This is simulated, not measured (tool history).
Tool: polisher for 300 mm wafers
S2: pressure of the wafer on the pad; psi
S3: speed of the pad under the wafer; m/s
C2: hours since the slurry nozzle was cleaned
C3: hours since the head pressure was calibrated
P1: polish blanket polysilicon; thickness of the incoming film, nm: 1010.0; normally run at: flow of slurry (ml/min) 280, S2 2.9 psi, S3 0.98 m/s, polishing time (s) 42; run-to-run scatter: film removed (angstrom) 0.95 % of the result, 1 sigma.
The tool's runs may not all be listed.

{"run": 1, "hour": 5.3, "flow of slurry (ml/min)": 280, "S2": 2.9, "S3": 0.98, "polishing time (s)": 42, "wafers polished on this pad": 269, "C2": 162.2, "C3": 668.9, "film removed (angstrom)": 2814.8}
{"run": 2, "hour": 11.0, "flow of slurry (ml/min)": 280, "S2": 4, "S3": 0.5, "polishing time (s)": 42, "wafers polished on this pad": 358, "C2": 167.9, "C3": 674.6, "film removed (angstrom)": 1990.9}
{"run": 3, "hour": 16.1, "flow of slurry (ml/min)": 280, "S2": 2.9, "S3": 0.98, "polishing time (s)": 42, "wafers polished on this pad": 438, "C2": 173, "C3": 679.7, "film removed (angstrom)": 2822.4}
{"run": 4, "hour": 21.0, "flow of slurry (ml/min)": 280, "S2": 1.3, "S3": 0.98, "polishing time (s)": 42, "wafers polished on this pad": 515, "C2": 177.9, "C3": 684.6, "film removed (angstrom)": 1253.5}
{"run": 5, "hour": 27.9, "flow of slurry (ml/min)": 170, "S2": 2.9, "S3": 0.98, "polishing time (s)": 42, "wafers polished on this pad": 623, "C2": 184.8, "C3": 691.5, "film removed (angstrom)": 2680.2}
{"run": 6, "hour": 32.9, "flow of slurry (ml/min)": 410, "S2": 2.9, "S3": 0.98, "polishing time (s)": 42, "wafers polished on this pad": 701, "C2": 189.8, "C3": 696.5, "film removed (angstrom)": 2924.2}
{"run": 7, "hour": 39.9, "flow of slurry (ml/min)": 280, "S2": 2.9, "S3": 0.98, "polishing time (s)": 59, "wafers polished on this pad": 811, "C2": 196.8, "C3": 703.5, "film removed (angstrom)": 3978}
{"run": 8, "hour": 46.1, "flow of slurry (ml/min)": 280, "S2": 2.9, "S3": 1.54, "polishing time (s)": 42, "wafers polished on this pad": 908, "C2": 203, "C3": 709.7, "film removed (angstrom)": 4433.5}
{"run": 9, "hour": 52.7, "flow of slurry (ml/min)": 280, "S2": 2.9, "S3": 0.98, "polishing time (s)": 42, "wafers polished on this pad": 1011, "C2": 209.6, "C3": 716.3, "film removed (angstrom)": 2775.9}
{"run": 10, "hour": 57.8, "flow of slurry (ml/min)": 280, "S2": 2.9, "S3": 0.98, "polishing time (s)": 42, "wafers polished on this pad": 1091, "C2": 214.7, "C3": 721.4, "film removed (angstrom)": 2794.9}
{"hour": 63.4, "done": "slurry nozzle cleaned"}
{"run": 11, "hour": 64.3, "flow of slurry (ml/min)": 280, "S2": 2.9, "S3": 0.98, "polishing time (s)": 22, "wafers polished on this pad": 1193, "C2": 1, "C3": 727.9, "film removed (angstrom)": 1468.8}
{"run": 12, "hour": 68.4, "flow of slurry (ml/min)": 280, "S2": 4.4, "S3": 0.98, "polishing time (s)": 42, "wafers polished on this pad": 1257, "C2": 5.1, "C3": 732, "film removed (angstrom)": 4237}
{"run": 13, "hour": 72.4, "flow of slurry (ml/min)": 280, "S2": 2.9, "S3": 0.98, "polishing time (s)": 42, "wafers polished on this pad": 1320, "C2": 9.1, "C3": 736, "film removed (angstrom)": 2764.5}
{"hour": 75.8, "done": "head pressure recalibrated"}
{"run": 14, "hour": 77.7, "flow of slurry (ml/min)": 280, "S2": 3.9, "S3": 0.98, "polishing time (s)": 23, "wafers polished on this pad": 1403, "C2": 14.4, "C3": 2, "film removed (angstrom)": 2091.2}
{"run": 15, "hour": 83.7, "flow of slurry (ml/min)": 280, "S2": 2.9, "S3": 0.46, "polishing time (s)": 42, "wafers polished on this pad": 1497, "C2": 20.4, "C3": 8, "film removed (angstrom)": 1317.5}
{"run": 16, "hour": 87.4, "flow of slurry (ml/min)": 280, "S2": 2.9, "S3": 0.98, "polishing time (s)": 42, "wafers polished on this pad": 1554, "C2": 24.1, "C3": 11.7, "film removed (angstrom)": 2828.9}
{"run": 17, "hour": 94.6, "flow of slurry (ml/min)": 280, "S2": 2.9, "S3": 0.98, "polishing time (s)": 42, "wafers polished on this pad": 1667, "C2": 31.3, "C3": 18.9, "film removed (angstrom)": 2809.9}

Forecast run 18:
{"run": 18, "hour": 98.1, "flow of slurry (ml/min)": 280, "S2": 2.9, "S3": 0.98, "polishing time (s)": 42, "wafers polished on this pad": 1722, "C2": 34.8, "C3": 22.4, "film removed (angstrom)": "?"}

{"run 18": {"film removed (angstrom)": 2765.1}}
